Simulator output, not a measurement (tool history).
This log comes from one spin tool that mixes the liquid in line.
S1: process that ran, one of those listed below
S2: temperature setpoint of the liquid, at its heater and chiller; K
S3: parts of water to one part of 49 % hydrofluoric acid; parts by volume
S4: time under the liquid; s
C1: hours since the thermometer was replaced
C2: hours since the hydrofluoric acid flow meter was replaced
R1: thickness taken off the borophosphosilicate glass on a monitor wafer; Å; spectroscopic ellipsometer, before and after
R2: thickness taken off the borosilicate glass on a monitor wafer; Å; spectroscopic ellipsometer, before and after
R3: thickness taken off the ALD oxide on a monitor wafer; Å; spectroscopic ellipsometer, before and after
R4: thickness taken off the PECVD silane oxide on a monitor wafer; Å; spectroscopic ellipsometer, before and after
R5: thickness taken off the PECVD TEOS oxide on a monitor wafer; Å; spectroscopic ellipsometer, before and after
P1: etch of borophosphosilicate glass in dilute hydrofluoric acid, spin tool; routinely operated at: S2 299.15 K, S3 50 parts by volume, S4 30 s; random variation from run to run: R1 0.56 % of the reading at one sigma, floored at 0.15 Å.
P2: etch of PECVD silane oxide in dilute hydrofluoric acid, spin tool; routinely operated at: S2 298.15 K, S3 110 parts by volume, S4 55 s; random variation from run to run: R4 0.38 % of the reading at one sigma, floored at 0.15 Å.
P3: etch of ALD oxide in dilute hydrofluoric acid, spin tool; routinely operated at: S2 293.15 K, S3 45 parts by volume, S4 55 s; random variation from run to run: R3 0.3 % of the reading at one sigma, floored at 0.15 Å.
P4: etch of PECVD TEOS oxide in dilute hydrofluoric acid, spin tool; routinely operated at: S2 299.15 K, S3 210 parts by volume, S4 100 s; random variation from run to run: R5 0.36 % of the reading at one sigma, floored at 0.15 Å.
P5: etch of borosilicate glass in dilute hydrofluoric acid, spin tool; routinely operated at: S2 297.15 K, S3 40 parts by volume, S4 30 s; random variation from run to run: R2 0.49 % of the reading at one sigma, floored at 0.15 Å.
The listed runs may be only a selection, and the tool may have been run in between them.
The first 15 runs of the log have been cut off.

run 16 hour=157.1 | S1=P1 S2=299.15 S3=50 S4=30 | C1=1137.6 C2=360.1 | R1=242.5
run 17 hour=167.4 | S1=P2 S2=298.15 S3=110 S4=55 | C1=1147.9 C2=370.4 | R4=86.3
run 18 hour=178.7 | S1=P1 S2=293.15 S3=50 S4=30 | C1=1159.2 C2=381.7 | R1=187.81
run 19 hour=187.9 | S1=P1 S2=299.15 S3=25 S4=30 | C1=1168.4 C2=390.9 | R1=505.86
run 20 hour=198.9 | S1=P5 S2=297.15 S3=40 S4=15 | C1=1179.4 C2=401.9 | R2=94.344
run 21 hour=212.2 | S1=P4 S2=299.15 S3=210 S4=150 | C1=1192.7 C2=415.2 | R5=178.55
run 22 hour=220.6 | S1=P3 S2=293.15 S3=45 S4=55 | C1=1201.1 C2=423.6 | R3=342.76
run 23 hour=235.5 | S1=P1 S2=299.15 S3=50 S4=30 | C1=1216 C2=438.5 | R1=243.25
run 24 hour=249.5 | S1=P4 S2=299.15 S3=330 S4=100 | C1=1230 C2=452.5 | R5=67.145
run 25 hour=257.1 | S1=P1 S2=299.15 S3=50 S4=30 | C1=1237.6 C2=460.1 | R1=245.31
run 26 hour=269.7 | S1=P5 S2=297.15 S3=40 S4=30 | C1=1250.2 C2=472.7 | R2=186.97
run 27 hour=281.3 | S1=P5 S2=303.65 S3=40 S4=30 | C1=1261.8 C2=484.3 | R2=244.15
run 28 hour=290 | S1=P5 S2=297.15 S3=40 S4=30 | C1=1270.5 C2=493 | R2=187.31
run 29 hour=303.6 | S1=P4 S2=304.65 S3=210 S4=100 | C1=1284.1 C2=506.6 | R5=145.04
run 30 hour=314.4 | S1=P2 S2=290.15 S3=110 S4=55 | C1=1294.9 C2=517.4 | R4=62.65
run 31 hour=322.5 | S1=P1 S2=299.15 S3=50 S4=30 | C1=1303 C2=525.5 | R1=241.37

For run 32, what comes out?
run 32 hour=335.8 | S1=P1 S2=299.15 S3=50 S4=30 | C1=1316.3 C2=538.8 | R1=?

{"run 32": {"R1": 241.07}}

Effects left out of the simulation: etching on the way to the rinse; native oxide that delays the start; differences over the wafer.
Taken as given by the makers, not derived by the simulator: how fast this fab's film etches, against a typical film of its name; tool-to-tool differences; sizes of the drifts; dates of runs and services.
